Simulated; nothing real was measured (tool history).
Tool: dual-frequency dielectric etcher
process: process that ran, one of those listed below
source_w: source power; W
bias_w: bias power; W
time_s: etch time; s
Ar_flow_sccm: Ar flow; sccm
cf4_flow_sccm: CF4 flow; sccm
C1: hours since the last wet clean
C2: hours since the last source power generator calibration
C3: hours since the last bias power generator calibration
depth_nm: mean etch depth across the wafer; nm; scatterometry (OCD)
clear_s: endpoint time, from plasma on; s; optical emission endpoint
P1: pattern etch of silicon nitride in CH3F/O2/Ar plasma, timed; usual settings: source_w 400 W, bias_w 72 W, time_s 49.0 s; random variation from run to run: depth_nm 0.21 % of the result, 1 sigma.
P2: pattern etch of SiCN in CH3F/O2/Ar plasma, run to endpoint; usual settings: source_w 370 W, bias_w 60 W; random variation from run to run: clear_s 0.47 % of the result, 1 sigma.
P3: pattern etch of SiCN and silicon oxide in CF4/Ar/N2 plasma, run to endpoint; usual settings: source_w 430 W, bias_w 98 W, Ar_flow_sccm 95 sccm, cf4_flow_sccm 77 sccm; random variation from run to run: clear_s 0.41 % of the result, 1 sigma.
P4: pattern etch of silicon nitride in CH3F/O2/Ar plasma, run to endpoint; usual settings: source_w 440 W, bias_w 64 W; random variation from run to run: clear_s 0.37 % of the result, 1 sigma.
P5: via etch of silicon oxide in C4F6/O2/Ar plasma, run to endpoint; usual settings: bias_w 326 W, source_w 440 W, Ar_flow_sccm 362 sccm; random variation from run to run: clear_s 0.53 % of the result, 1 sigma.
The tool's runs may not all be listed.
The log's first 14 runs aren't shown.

{"run": 15, "hour": 62.3, "process": "P1", "source_w": 400, "bias_w": 72, "time_s": 28.0, "C1": 186.4, "C2": 1108.1, "C3": 824.6, "depth_nm": 19.961}
{"run": 16, "hour": 65.2, "process": "P4", "source_w": 620, "bias_w": 64, "C1": 189.3, "C2": 1111.0, "C3": 827.5, "clear_s": 43.159}
{"run": 17, "hour": 70.1, "process": "P2", "source_w": 370, "bias_w": 60, "C1": 194.2, "C2": 1115.9, "C3": 832.4, "clear_s": 19.448}
{"run": 18, "hour": 75.5, "process": "P2", "source_w": 370, "bias_w": 41, "C1": 199.6, "C2": 1121.3, "C3": 837.8, "clear_s": 22.342}
{"run": 19, "hour": 80.2, "process": "P1", "source_w": 400, "bias_w": 72, "time_s": 49.0, "C1": 204.3, "C2": 1126.0, "C3": 842.5, "depth_nm": 35.042}
{"run": 20, "hour": 84.9, "process": "P1", "source_w": 560, "bias_w": 72, "time_s": 49.0, "C1": 209.0, "C2": 1130.7, "C3": 847.2, "depth_nm": 39.865}
{"run": 21, "hour": 90.8, "process": "P3", "source_w": 430, "bias_w": 98, "Ar_flow_sccm": 95, "cf4_flow_sccm": 60, "C1": 214.9, "C2": 1136.6, "C3": 853.1, "clear_s": 16.474}
{"run": 22, "hour": 95.8, "process": "P1", "source_w": 260, "bias_w": 87, "time_s": 49.0, "C1": 219.9, "C2": 1141.6, "C3": 858.1, "depth_nm": 31.778}
{"run": 23, "hour": 100.4, "process": "P5", "source_w": 440, "bias_w": 326, "Ar_flow_sccm": 362, "C1": 224.5, "C2": 1146.2, "C3": 862.7, "clear_s": 39.673}
{"run": 24, "hour": 105.2, "process": "P2", "source_w": 370, "bias_w": 60, "C1": 229.3, "C2": 1151.0, "C3": 867.5, "clear_s": 19.477}
{"run": 25, "hour": 111.1, "process": "P2", "source_w": 260, "bias_w": 60, "C1": 235.2, "C2": 1156.9, "C3": 873.4, "clear_s": 22.243}
{"run": 26, "hour": 114.5, "process": "P1", "source_w": 400, "bias_w": 72, "time_s": 49.0, "C1": 238.6, "C2": 1160.3, "C3": 876.8, "depth_nm": 34.929}
{"run": 27, "hour": 119.4, "process": "P3", "source_w": 430, "bias_w": 65, "Ar_flow_sccm": 95, "cf4_flow_sccm": 77, "C1": 243.5, "C2": 1165.2, "C3": 881.7, "clear_s": 18.344}
{"run": 28, "hour": 124.6, "process": "P3", "source_w": 430, "bias_w": 98, "Ar_flow_sccm": 95, "cf4_flow_sccm": 77, "C1": 248.7, "C2": 1170.4, "C3": 886.9, "clear_s": 15.955}
{"run": 29, "hour": 130.0, "process": "P1", "source_w": 400, "bias_w": 72, "time_s": 63.5, "C1": 254.1, "C2": 1175.8, "C3": 892.3, "depth_nm": 45.185}
{"run": 30, "hour": 135.5, "process": "P3", "source_w": 570, "bias_w": 98, "Ar_flow_sccm": 95, "cf4_flow_sccm": 77, "C1": 259.6, "C2": 1181.3, "C3": 897.8, "clear_s": 12.427}
{"run": 31, "hour": 139.5, "process": "P1", "source_w": 400, "bias_w": 56, "time_s": 49.0, "C1": 263.6, "C2": 1185.3, "C3": 901.8, "depth_nm": 32.146}
{"run": 32, "hour": 144.1, "process": "P5", "source_w": 440, "bias_w": 326, "Ar_flow_sccm": 362, "C1": 268.2, "C2": 1189.9, "C3": 906.4, "clear_s": 39.802}
{"run": 33, "hour": 148.9, "process": "P1", "source_w": 400, "bias_w": 72, "time_s": 49.0, "C1": 273.0, "C2": 1194.7, "C3": 911.2, "depth_nm": 34.911}

Run 34 comes next. What will it give?
{"run": 34, "hour": 153.0, "process": "P1", "source_w": 400, "bias_w": 72, "time_s": 49.0, "C1": 277.1, "C2": 1198.8, "C3": 915.3, "depth_nm": "?"}

Run 34 gave depth_nm 34.699 nm.
